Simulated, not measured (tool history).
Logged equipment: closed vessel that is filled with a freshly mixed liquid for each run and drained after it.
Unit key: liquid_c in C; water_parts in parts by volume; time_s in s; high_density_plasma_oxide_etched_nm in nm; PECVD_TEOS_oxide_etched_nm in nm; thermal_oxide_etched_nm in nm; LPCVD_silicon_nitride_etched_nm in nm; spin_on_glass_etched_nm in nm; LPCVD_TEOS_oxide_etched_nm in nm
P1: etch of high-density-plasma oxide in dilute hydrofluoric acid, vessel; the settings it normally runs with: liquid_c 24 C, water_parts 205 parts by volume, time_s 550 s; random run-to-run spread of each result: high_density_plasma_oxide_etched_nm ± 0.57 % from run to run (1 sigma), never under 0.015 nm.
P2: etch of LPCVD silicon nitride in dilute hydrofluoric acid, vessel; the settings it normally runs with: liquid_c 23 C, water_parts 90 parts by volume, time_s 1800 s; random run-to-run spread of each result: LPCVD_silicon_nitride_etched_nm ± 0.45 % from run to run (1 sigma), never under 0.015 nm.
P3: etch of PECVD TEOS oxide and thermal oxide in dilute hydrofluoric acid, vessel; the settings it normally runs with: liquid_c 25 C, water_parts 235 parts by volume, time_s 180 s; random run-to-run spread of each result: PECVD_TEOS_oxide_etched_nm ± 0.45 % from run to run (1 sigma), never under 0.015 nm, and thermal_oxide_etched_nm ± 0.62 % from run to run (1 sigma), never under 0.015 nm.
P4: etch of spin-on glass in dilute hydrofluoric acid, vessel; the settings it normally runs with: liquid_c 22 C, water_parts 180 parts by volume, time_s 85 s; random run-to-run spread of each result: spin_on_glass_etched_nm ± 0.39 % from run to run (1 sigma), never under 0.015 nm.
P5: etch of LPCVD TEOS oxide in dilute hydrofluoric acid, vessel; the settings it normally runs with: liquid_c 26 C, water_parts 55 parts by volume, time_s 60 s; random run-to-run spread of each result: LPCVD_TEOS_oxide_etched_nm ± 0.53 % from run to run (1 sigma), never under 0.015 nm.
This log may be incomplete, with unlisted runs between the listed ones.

run	hour	process	liquid_c	water_parts	time_s	high_density_plasma_oxide_etched_nm	PECVD_TEOS_oxide_etched_nm	thermal_oxide_etched_nm	LPCVD_silicon_nitride_etched_nm	spin_on_glass_etched_nm	LPCVD_TEOS_oxide_etched_nm
1	2.1	P1	24	205	550	12.287					
2	5.1	P1	24	65	550	45.203					
3	9.4	P1	24	205	550	12.165					
4	11.6	P3	25	235	340		24.136	6.3942			
5	13.9	P1	31.5	205	550	15.987					
6	16.8	P2	23	90	3130				14.62		
7	21	P1	24	140	75	2.6453					
8	23.5	P3	25	235	180		12.84	3.3388			
9	26.5	P1	24	205	550	12.205					
10	30.4	P4	22	100	85					24.627	
11	32.7	P1	24	300	550	7.5893					
12	36.1	P4	27	180	85					15.037	
# hour 38.1: thermometer replaced
13	38.9	P1	24	205	550	12.196					
14	43.5	P3	25	235	180		12.805	3.3662			
15	46.8	P1	24	205	140	3.133					
16	51	P1	17	205	550	9.2704					
17	53.7	P5	32	55	60						35.165
18	57.1	P1	24	205	550	12.218					
19	61.1	P3	17	235	180		9.4466	2.4767			
20	63.6	P5	26	55	60						27.411
21	67.3	P2	23	25	1800				29.434		
22	69.8	P1	24	205	835	18.409					
23	72.4	P4	22	180	85					12.545	
24	75.2	P1	17	205	105	1.7989					
25	78.6	P4	22	180	135					19.818	
26	82.5	P3	25	350	180		7.6283	2.0431			
27	85.8	P2	23	90	1800				8.3333		
28	89.7	P5	26	105	60						13.491
29	91.8	P2	17	90	1800				5.5753		
30	95.4	P1	24	205	550	12.18					
31	97.5	P5	26	55	30						13.677
32	101.8	P1	24	205	550	12.187					
33	105.6	P1	24	205	550	12.203					
34	109.8	P1	24	205	550	11.527					
35	113.6	P1	24	205	550	11.406					
36	116.6	P1	24	205	550	11.291					
37	119	P1	24	205	550	11.338					
38	123	P1	24	205	550	11.307					
39	125.4	P1	24	205	550	11.224					

What P1 gives has crept off from where it sat before. The 2 causes that follow fit the log equally well, each at the size noted:
A: liquid colder than its thermometer reads (K) = 2.11
B: hydrofluoric acid flow below the setpoint (%) = 6.21
Creep in the process output first set in at about hour 105.6.

Question marks stand in for the results of the 4 check runs listed below, each run on one wafer. Under which run would the listed causes show clearly different results?
check 1	127.8	P4	26.5	115	85					?	
check 2	127.8	P2	17	90	2900				?		
check 3	127.8	P5	26	100	60						?
check 4	127.8	P3	18	235	280		?	?			

How each check would come out, cause by cause:
check	result	if A	if B
check 1	spin_on_glass_etched_nm	23.09	23.272
check 2	LPCVD_silicon_nitride_etched_nm	7.7507	8.4538
check 3	LPCVD_TEOS_oxide_etched_nm	13.091	13.226
check 4	PECVD_TEOS_oxide_etched_nm	14.097	14.162
check 4	thermal_oxide_etched_nm	3.731	3.7481
Per-check spread between the two closest causes, in the result where they differ most: check 1 0.79 %; check 2 8.68 %; check 3 1.03 %; check 4 0.46 %
Only check 2 tells the causes apart: in the others they would give nearly the same result.

Check 2 was carried out, with these results: LPCVD_silicon_nitride_etched_nm 7.7568 nm. Which of the listed causes is responsible?

It is A: liquid colder than its thermometer reads (K).
